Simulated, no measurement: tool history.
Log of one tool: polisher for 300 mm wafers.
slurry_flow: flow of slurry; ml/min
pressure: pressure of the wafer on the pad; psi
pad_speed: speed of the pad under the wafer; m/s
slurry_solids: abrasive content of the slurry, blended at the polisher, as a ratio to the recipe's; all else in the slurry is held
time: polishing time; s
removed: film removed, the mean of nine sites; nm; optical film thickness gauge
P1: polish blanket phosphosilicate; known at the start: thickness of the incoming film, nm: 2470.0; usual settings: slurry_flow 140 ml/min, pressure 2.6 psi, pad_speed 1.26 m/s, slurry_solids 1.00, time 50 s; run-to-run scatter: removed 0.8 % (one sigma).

| run | day | slurry_flow | pressure | pad_speed | slurry_solids | time | removed |
|---|---|---|---|---|---|---|---|
| 1 | 0.567 | 140 | 2.6 | 1.26 | 1.00 | 50 | 397.52 |
| 2 | 1.088 | 140 | 2.6 | 1.26 | 0.75 | 50 | 346.72 |
| 3 | 1.475 | 140 | 2.6 | 1.26 | 1.00 | 63 | 503.73 |
| 4 | 1.871 | 95 | 2.6 | 1.26 | 1.00 | 50 | 369.72 |
| 5 | 2.296 | 140 | 3.5 | 1.26 | 1.00 | 50 | 535.96 |
|  | 2.583 | head pressure recalibrated |
| 6 | 2.871 | 140 | 1.5 | 1.26 | 1.00 | 50 | 230.86 |
| 7 | 3.271 | 140 | 2.6 | 1.26 | 1.00 | 50 | 401.10 |
| 8 | 3.683 | 210 | 2.6 | 1.26 | 1.00 | 65 | 548.85 |
| 9 | 4.062 | 140 | 2.6 | 1.26 | 1.00 | 50 | 399.05 |
|  | 4.254 | conditioning disc replaced and pad reconditioned |
| 10 | 4.425 | 140 | 2.6 | 1.26 | 1.30 | 50 | 444.97 |
| 11 | 4.792 | 140 | 2.6 | 1.26 | 1.00 | 26 | 206.12 |
| 12 | 5.262 | 140 | 2.6 | 1.26 | 1.40 | 27 | 246.26 |
| 13 | 5.725 | 140 | 2.6 | 1.88 | 1.00 | 50 | 551.70 |
| 14 | 6.346 | 140 | 2.6 | 0.80 | 1.00 | 50 | 274.48 |
| 15 | 6.704 | 200 | 2.6 | 1.26 | 1.00 | 50 | 420.97 |
| 16 | 7.100 | 140 | 2.6 | 1.26 | 1.00 | 50 | 396.96 |
| 17 | 7.629 | 140 | 2.6 | 1.26 | 1.00 | 50 | 401.46 |
| 18 | 8.171 | 140 | 2.6 | 1.26 | 1.00 | 50 | 381.37 |
| 19 | 8.550 | 140 | 2.6 | 1.26 | 1.00 | 50 | 376.34 |
|  | 9.033 | worn pad replaced by a new one |
| 20 | 9.146 | 140 | 2.6 | 1.26 | 1.00 | 50 | 366.55 |
|  | 9.175 | head pressure recalibrated |
|  | 9.229 | conditioning disc replaced and pad reconditioned |
| 21 | 9.754 | 140 | 2.6 | 1.26 | 1.00 | 50 | 361.73 |
| 22 | 10.329 | 140 | 2.6 | 1.26 | 1.00 | 50 | 358.44 |
| 23 | 10.717 | 140 | 2.6 | 1.26 | 1.00 | 50 | 364.71 |

What P1 gives has crept away from where it was. These 2 causes fit the log equally well, each at the size given:
A: abrasive missing from the slurry, % = 17.5
B: slurry flow missing at the pad, % = 33.8
The creep began at about day 7.629.
Why every other cause is out:
removal rate lost through wear of the pad, %: serviced at day 9.033, which brought nothing back
head's pressure below its setpoint, %: serviced at day 9.175, which brought nothing back
time polished since the conditioner stopped cutting, s: serviced at day 9.229, which brought nothing back

4 check runs are offered, each on 3 wafers whose results are averaged, their results left as question marks. Which one tells the causes apart?
| check 1 | 11.104 | 140 | 2.0 | 1.76 | 1.00 | 50 | ? |
| check 2 | 11.104 | 95 | 2.6 | 1.26 | 1.00 | 50 | ? |
| check 3 | 11.104 | 140 | 1.8 | 1.26 | 1.00 | 50 | ? |
| check 4 | 11.104 | 140 | 2.6 | 0.80 | 1.00 | 50 | ? |

What each check would give under each cause:
| check | result | if A | if B |
|---|---|---|---|
| check 1 | removed | 365.58 | 365.43 |
| check 2 | removed | 333.81 | 321.50 |
| check 3 | removed | 251.83 | 251.73 |
| check 4 | removed | 252.92 | 252.82 |
How far apart the two closest causes lie, in the result that separates them most: check 1 0.04 %; check 2 3.76 %; check 3 0.04 %; check 4 0.04 %
Only check 2 tells the causes apart: in the others they would give nearly the same result.

Check 2 was then run and gave: removed 319.83 nm. Which cause is it?

It is B: slurry flow missing at the pad, %.
